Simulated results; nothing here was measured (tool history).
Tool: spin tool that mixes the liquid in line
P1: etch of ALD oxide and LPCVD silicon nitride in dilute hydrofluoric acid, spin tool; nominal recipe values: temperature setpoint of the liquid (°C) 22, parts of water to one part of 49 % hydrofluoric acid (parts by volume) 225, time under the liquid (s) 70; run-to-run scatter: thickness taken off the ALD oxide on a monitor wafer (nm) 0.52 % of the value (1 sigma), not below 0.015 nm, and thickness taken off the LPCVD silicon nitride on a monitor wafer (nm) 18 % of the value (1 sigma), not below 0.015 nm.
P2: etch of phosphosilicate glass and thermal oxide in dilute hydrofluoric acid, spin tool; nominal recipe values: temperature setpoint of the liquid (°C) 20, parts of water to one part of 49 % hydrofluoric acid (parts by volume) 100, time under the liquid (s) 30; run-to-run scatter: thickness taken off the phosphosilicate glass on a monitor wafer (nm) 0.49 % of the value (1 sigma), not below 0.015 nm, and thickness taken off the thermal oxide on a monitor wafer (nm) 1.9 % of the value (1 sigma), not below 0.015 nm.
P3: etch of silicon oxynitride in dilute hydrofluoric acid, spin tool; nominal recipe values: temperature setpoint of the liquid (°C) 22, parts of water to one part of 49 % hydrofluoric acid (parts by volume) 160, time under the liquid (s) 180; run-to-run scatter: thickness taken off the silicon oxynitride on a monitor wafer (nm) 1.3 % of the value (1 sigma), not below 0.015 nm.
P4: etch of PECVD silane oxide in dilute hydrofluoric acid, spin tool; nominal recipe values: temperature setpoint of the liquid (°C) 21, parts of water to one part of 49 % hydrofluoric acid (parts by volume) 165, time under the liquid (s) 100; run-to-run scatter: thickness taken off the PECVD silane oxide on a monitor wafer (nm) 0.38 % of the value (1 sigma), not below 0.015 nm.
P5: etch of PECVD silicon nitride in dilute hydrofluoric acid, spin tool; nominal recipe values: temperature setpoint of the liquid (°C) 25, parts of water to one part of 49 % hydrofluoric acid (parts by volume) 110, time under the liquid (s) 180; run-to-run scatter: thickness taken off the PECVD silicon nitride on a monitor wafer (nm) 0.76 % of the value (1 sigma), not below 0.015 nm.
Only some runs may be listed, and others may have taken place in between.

run,hour,process that ran,temperature setpoint of the liquid (°C),parts of water to one part of 49 % hydrofluoric acid (parts by volume),time under the liquid (s),hours since the thermometer was replaced,hours since the hydrofluoric acid flow meter was replaced,thickness taken off the ALD oxide on a monitor wafer (nm),thickness taken off the LPCVD silicon nitride on a monitor wafer (nm),thickness taken off the silicon oxynitride on a monitor wafer (nm),thickness taken off the phosphosilicate glass on a monitor wafer (nm),thickness taken off the thermal oxide on a monitor wafer (nm),thickness taken off the PECVD silicon nitride on a monitor wafer (nm),thickness taken off the PECVD silane oxide on a monitor wafer (nm)
1,7.6,P1,22,225,70,217.7,101,8.2865,0.15121,,,,,
2,18.6,P3,22,160,180,228.7,112,,,1.6475,,,,
3,30.4,P2,20,100,60,240.5,123.8,,,,69.106,2.4078,,
4,42.3,P1,22,225,70,252.4,135.7,8.2555,0.1784,,,,,
5,54.7,P1,22,225,125,264.8,148.1,14.86,0.28351,,,,,
6,63.5,P5,32,110,180,273.6,156.9,,,,,,5.3694,
7,71.6,P3,28.5,160,180,281.7,165,,,2.2148,,,,
8,77.9,P4,29,165,100,288,171.3,,,,,,,11.538
9,89.6,P4,21,40,100,299.7,183,,,,,,,40.787
10,101.5,P1,29,315,70,311.6,194.9,6.8678,0.17981,,,,,
11,113.3,P5,25,160,180,323.4,206.7,,,,,,2.4117,
12,123.1,P3,22,290,180,333.2,216.5,,,0.83969,,,,
13,130.2,P1,22,225,70,340.3,223.6,8.1953,0.21052,,,,,
14,138.4,P1,22,225,70,348.5,231.8,8.1977,0.17761,,,,,
15,149.7,P2,20,185,30,359.8,243.1,,,,17.049,0.58128,,
16,160.4,P1,22,225,70,370.5,253.8,8.2454,0.16632,,,,,
17,169.4,P2,28,100,30,379.5,262.8,,,,47.767,1.5816,,
18,177.9,P1,22,225,70,388,271.3,8.2628,0.12012,,,,,
19,184.6,P1,17,225,70,394.7,278,6.8252,0.084141,,,,,
20,197.3,P2,20,100,30,407.4,290.7,,,,34.744,1.1478,,
21,203.2,P5,25,110,180,413.3,296.6,,,,,,3.4434,
22,209.1,P1,22,225,70,419.2,302.5,8.2884,0.11257,,,,,
23,221.6,P4,21,165,100,431.7,315,,,,,,,8.5019
24,234.9,P1,28,295,70,445,328.3,7.2686,0.14059,,,,,
25,243.7,P5,25,110,40,453.8,337.1,,,,,,0.75693,
26,250.4,P4,21,165,35,460.5,343.8,,,,,,,3.0116
27,263.1,P1,22,225,15,473.2,356.5,1.7453,0.012541,,,,,
28,274.1,P1,29.5,225,70,484.2,367.5,10.795,0.2346,,,,,
29,285.7,P3,22,160,180,495.8,379.1,,,1.6474,,,,
30,292,P1,22,410,70,502.1,385.4,3.8073,0.10521,,,,,
31,304.8,P1,22,105,70,514.9,398.2,19.95,0.39091,,,,,
32,314.2,P3,22,160,90,524.3,407.6,,,0.83912,,,,
33,325.3,P2,20,100,30,535.4,418.7,,,,34.37,1.1896,,
34,337.6,P1,22,225,70,547.7,431,8.2034,0.15002,,,,,
35,350.7,P1,22,225,70,560.8,444.1,8.0654,0.14106,,,,,
36,361.4,P1,22,225,70,571.5,454.8,7.8358,0.12334,,,,,
37,371.4,P1,22,225,70,581.5,464.8,7.8631,0.14493,,,,,
38,382.2,P1,22,225,70,592.3,475.6,7.8025,0.14178,,,,,
39,394.8,P1,22,225,70,604.9,488.2,7.8355,0.14395,,,,,
40,405.8,P1,22,225,70,615.9,499.2,7.7088,0.11802,,,,,
41,415.5,P1,22,225,70,625.6,508.9,7.7351,0.1343,,,,,
42,426.6,P1,22,225,70,636.7,520,7.7573,0.17938,,,,,
43,435.3,P1,22,225,70,645.4,528.7,7.7306,0.10823,,,,,

Compared with where it was, what P1 gives has crept away. Each cause listed below fits the log as well as the rest, at the size given for it:
A: hydrofluoric acid flow below the setpoint (%) = 5.28
B: liquid colder than its thermometer reads (K) = 1.78
Onset of the creep was near hour 337.6.

4 check runs are offered, each on 2 wafers whose results are averaged, their results left as question marks. Which one tells the causes apart?
check 1,444,P3,22,260,180,,,,,?,,,,
check 2,444,P4,29,165,100,,,,,,,,,?
check 3,444,P2,20,170,55,,,,,,?,?,,
check 4,444,P5,25,145,180,,,,,,,,?,

What every check run would give for each of its results, assuming each possible cause in turn:
check,result,if A,if B
check 1,thickness taken off the silicon oxynitride on a monitor wafer (nm),0.88676,0.873
check 2,thickness taken off the PECVD silane oxide on a monitor wafer (nm),10.823,10.837
check 3,thickness taken off the phosphosilicate glass on a monitor wafer (nm),32.38,32.161
check 3,thickness taken off the thermal oxide on a monitor wafer (nm),1.1242,1.1166
check 4,thickness taken off the PECVD silicon nitride on a monitor wafer (nm),2.5021,2.3538
How far apart the two closest causes lie, in the result that separates them most: check 1 1.56 %; check 2 0.12 %; check 3 0.68 %; check 4 6.11 %
Check 4 is the one run that separates the causes; every other check would come out nearly the same whichever cause is at work.

Check 4 was then run and gave: thickness taken off the PECVD silicon nitride on a monitor wafer (nm) 2.4951. Which cause is it?

The correct cause is A, namely: hydrofluoric acid flow below the setpoint (%).
